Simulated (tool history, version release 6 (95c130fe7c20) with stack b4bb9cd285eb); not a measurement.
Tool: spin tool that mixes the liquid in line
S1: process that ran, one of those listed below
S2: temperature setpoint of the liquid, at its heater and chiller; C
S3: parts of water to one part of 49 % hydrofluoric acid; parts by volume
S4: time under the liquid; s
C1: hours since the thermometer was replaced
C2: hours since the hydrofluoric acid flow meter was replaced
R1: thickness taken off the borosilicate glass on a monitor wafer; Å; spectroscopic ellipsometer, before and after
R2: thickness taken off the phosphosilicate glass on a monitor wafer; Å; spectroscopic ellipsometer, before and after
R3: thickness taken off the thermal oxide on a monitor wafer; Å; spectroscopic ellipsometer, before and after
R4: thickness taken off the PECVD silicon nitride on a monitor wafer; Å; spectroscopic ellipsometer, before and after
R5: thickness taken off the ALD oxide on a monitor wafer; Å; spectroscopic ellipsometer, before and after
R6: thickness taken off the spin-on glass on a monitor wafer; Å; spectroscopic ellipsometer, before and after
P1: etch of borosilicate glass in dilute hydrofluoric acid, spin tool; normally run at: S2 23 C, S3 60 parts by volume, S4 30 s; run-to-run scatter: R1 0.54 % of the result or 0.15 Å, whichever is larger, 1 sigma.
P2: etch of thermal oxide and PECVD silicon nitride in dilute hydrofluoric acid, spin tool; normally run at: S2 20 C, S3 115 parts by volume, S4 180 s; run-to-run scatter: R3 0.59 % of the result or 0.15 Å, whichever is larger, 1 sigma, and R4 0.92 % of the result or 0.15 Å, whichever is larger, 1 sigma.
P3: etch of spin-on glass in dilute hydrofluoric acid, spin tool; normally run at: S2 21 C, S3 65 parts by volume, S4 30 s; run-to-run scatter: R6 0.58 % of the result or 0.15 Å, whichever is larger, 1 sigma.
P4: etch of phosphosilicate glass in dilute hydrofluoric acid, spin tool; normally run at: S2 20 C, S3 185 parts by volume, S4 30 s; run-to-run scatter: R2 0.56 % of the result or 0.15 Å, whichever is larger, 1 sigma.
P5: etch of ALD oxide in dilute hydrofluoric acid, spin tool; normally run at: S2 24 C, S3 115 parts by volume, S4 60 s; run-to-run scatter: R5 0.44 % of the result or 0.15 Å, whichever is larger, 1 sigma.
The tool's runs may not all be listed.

run 1 hour=5.7 | S1=P1 S2=23 S3=60 S4=30 | C1=1549.4 C2=706 | R1=289.69
run 2 hour=14.1 | S1=P4 S2=20 S3=40 S4=30 | C1=1557.8 C2=714.4 | R2=1332.4
run 3 hour=19.6 | S1=P1 S2=23 S3=60 S4=15 | C1=1563.3 C2=719.9 | R1=144.4
run 4 hour=26.3 | S1=P2 S2=20 S3=115 S4=335 | C1=1570 C2=726.6 | R3=114.34 R4=49.98
-- hour=27.6 hydrofluoric acid flow meter replaced
run 5 hour=33.9 | S1=P1 S2=23 S3=25 S4=15 | C1=1577.6 C2=6.3 | R1=362.24
run 6 hour=40.3 | S1=P1 S2=30.5 S3=60 S4=30 | C1=1584 C2=12.7 | R1=393.65
run 7 hour=47.6 | S1=P5 S2=31 S3=115 S4=60 | C1=1591.3 C2=20 | R5=194.82
run 8 hour=56.1 | S1=P2 S2=20 S3=215 S4=180 | C1=1599.8 C2=28.5 | R3=30.251 R4=14.394
run 9 hour=64.1 | S1=P2 S2=20 S3=115 S4=180 | C1=1607.8 C2=36.5 | R3=62.738 R4=26.598
run 10 hour=70.4 | S1=P2 S2=17 S3=115 S4=180 | C1=1614.1 C2=42.8 | R3=55.871 R4=21.354
run 11 hour=76.8 | S1=P4 S2=20 S3=185 S4=15 | C1=1620.5 C2=49.2 | R2=124.07
run 12 hour=82.7 | S1=P4 S2=28 S3=185 S4=30 | C1=1626.4 C2=55.1 | R2=336.35
run 13 hour=87.4 | S1=P4 S2=20 S3=185 S4=30 | C1=1631.1 C2=59.8 | R2=251.77
run 14 hour=93.1 | S1=P5 S2=24 S3=55 S4=60 | C1=1636.8 C2=65.5 | R5=336.66
run 15 hour=97.4 | S1=P1 S2=23 S3=60 S4=45 | C1=1641.1 C2=69.8 | R1=434.06
run 16 hour=105.5 | S1=P5 S2=24 S3=115 S4=15 | C1=1649.2 C2=77.9 | R5=37.077
run 17 hour=112.5 | S1=P3 S2=21 S3=65 S4=30 | C1=1656.2 C2=84.9 | R6=100.49
run 18 hour=119.4 | S1=P1 S2=23 S3=60 S4=30 | C1=1663.1 C2=91.8 | R1=291.6
run 19 hour=125.9 | S1=P3 S2=21 S3=65 S4=15 | C1=1669.6 C2=98.3 | R6=49.962
run 20 hour=132.2 | S1=P5 S2=24 S3=115 S4=60 | C1=1675.9 C2=104.6 | R5=148.71
run 21 hour=140.6 | S1=P4 S2=20 S3=185 S4=30 | C1=1684.3 C2=113 | R2=246.53
run 22 hour=148.6 | S1=P1 S2=17 S3=60 S4=30 | C1=1692.3 C2=121 | R1=225.66
run 23 hour=155 | S1=P3 S2=17 S3=65 S4=30 | C1=1698.7 C2=127.4 | R6=84.68
run 24 hour=163.8 | S1=P1 S2=23 S3=60 S4=30 | C1=1707.5 C2=136.2 | R1=288.53
run 25 hour=172.6 | S1=P1 S2=23 S3=85 S4=30 | C1=1716.3 C2=145 | R1=199.71

Forecast run 26:
run 26 hour=180 | S1=P1 S2=23 S3=20 S4=30 | C1=1723.7 C2=152.4 | R1=?

R1: 914.11 Å
